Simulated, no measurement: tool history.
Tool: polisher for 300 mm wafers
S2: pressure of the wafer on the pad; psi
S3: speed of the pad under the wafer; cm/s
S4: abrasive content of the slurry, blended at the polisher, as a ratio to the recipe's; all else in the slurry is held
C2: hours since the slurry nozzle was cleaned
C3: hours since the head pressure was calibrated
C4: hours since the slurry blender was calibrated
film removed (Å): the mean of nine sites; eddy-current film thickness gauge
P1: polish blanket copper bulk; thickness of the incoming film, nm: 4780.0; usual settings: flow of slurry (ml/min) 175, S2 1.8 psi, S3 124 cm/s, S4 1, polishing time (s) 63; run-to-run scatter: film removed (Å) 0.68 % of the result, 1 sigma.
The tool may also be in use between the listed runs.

run 1 hour=3.4 | flow_of_slurry_(ml/min)=175 S2=1.8 S3=124 S4=1 polishing_time_(s)=63 | wafers_polished_on_this_pad=283 C2=291.5 C3=153.4 C4=161.3 | film_removed_(Å)=3980.4
run 2 hour=9 | flow_of_slurry_(ml/min)=175 S2=1.8 S3=124 S4=1 polishing_time_(s)=63 | wafers_polished_on_this_pad=370 C2=297.1 C3=159 C4=166.9 | film_removed_(Å)=3971.1
run 3 hour=13.6 | flow_of_slurry_(ml/min)=175 S2=1.8 S3=84 S4=1 polishing_time_(s)=63 | wafers_polished_on_this_pad=442 C2=301.7 C3=163.6 C4=171.5 | film_removed_(Å)=2678
run 4 hour=16.5 | flow_of_slurry_(ml/min)=175 S2=1.8 S3=124 S4=1 polishing_time_(s)=37 | wafers_polished_on_this_pad=488 C2=304.6 C3=166.5 C4=174.4 | film_removed_(Å)=2344.5
run 5 hour=21.2 | flow_of_slurry_(ml/min)=175 S2=1.8 S3=124 S4=1 polishing_time_(s)=89 | wafers_polished_on_this_pad=561 C2=309.3 C3=171.2 C4=179.1 | film_removed_(Å)=5613.6
run 6 hour=24.2 | flow_of_slurry_(ml/min)=175 S2=1.8 S3=124 S4=0.75 polishing_time_(s)=63 | wafers_polished_on_this_pad=608 C2=312.3 C3=174.2 C4=182.1 | film_removed_(Å)=3724.7
run 7 hour=30 | flow_of_slurry_(ml/min)=275 S2=1.8 S3=124 S4=1 polishing_time_(s)=63 | wafers_polished_on_this_pad=699 C2=318.1 C3=180 C4=187.9 | film_removed_(Å)=4215.9
run 8 hour=35.3 | flow_of_slurry_(ml/min)=175 S2=1.8 S3=124 S4=1.5 polishing_time_(s)=63 | wafers_polished_on_this_pad=782 C2=323.4 C3=185.3 C4=193.2 | film_removed_(Å)=4290
run 9 hour=40.8 | flow_of_slurry_(ml/min)=175 S2=1.2 S3=124 S4=1 polishing_time_(s)=63 | wafers_polished_on_this_pad=868 C2=328.9 C3=190.8 C4=198.7 | film_removed_(Å)=2630.7
run 10 hour=44.3 | flow_of_slurry_(ml/min)=175 S2=1.8 S3=124 S4=1 polishing_time_(s)=63 | wafers_polished_on_this_pad=923 C2=332.4 C3=194.3 C4=202.2 | film_removed_(Å)=3977.9
run 11 hour=48.7 | flow_of_slurry_(ml/min)=175 S2=1.8 S3=170 S4=1 polishing_time_(s)=63 | wafers_polished_on_this_pad=992 C2=336.8 C3=198.7 C4=206.6 | film_removed_(Å)=5500.2
run 12 hour=53.4 | flow_of_slurry_(ml/min)=175 S2=1.8 S3=124 S4=0.7 polishing_time_(s)=98 | wafers_polished_on_this_pad=1065 C2=341.5 C3=203.4 C4=211.3 | film_removed_(Å)=5827.4
run 13 hour=59.4 | flow_of_slurry_(ml/min)=175 S2=2.6 S3=124 S4=1 polishing_time_(s)=63 | wafers_polished_on_this_pad=1159 C2=347.5 C3=209.4 C4=217.3 | film_removed_(Å)=5804.7
run 14 hour=62.4 | flow_of_slurry_(ml/min)=250 S2=1.8 S3=124 S4=1.3 polishing_time_(s)=63 | wafers_polished_on_this_pad=1206 C2=350.5 C3=212.4 C4=220.3 | film_removed_(Å)=4407.5
run 15 hour=68.4 | flow_of_slurry_(ml/min)=175 S2=1.8 S3=124 S4=1 polishing_time_(s)=63 | wafers_polished_on_this_pad=1300 C2=356.5 C3=218.4 C4=226.3 | film_removed_(Å)=3916.6

The next listed run, before its measurement:
run 16 hour=73.5 | flow_of_slurry_(ml/min)=175 S2=1.8 S3=124 S4=1 polishing_time_(s)=63 | wafers_polished_on_this_pad=1379 C2=361.6 C3=223.5 C4=231.4 | film_removed_(Å)=?

film removed (Å): 3951.7
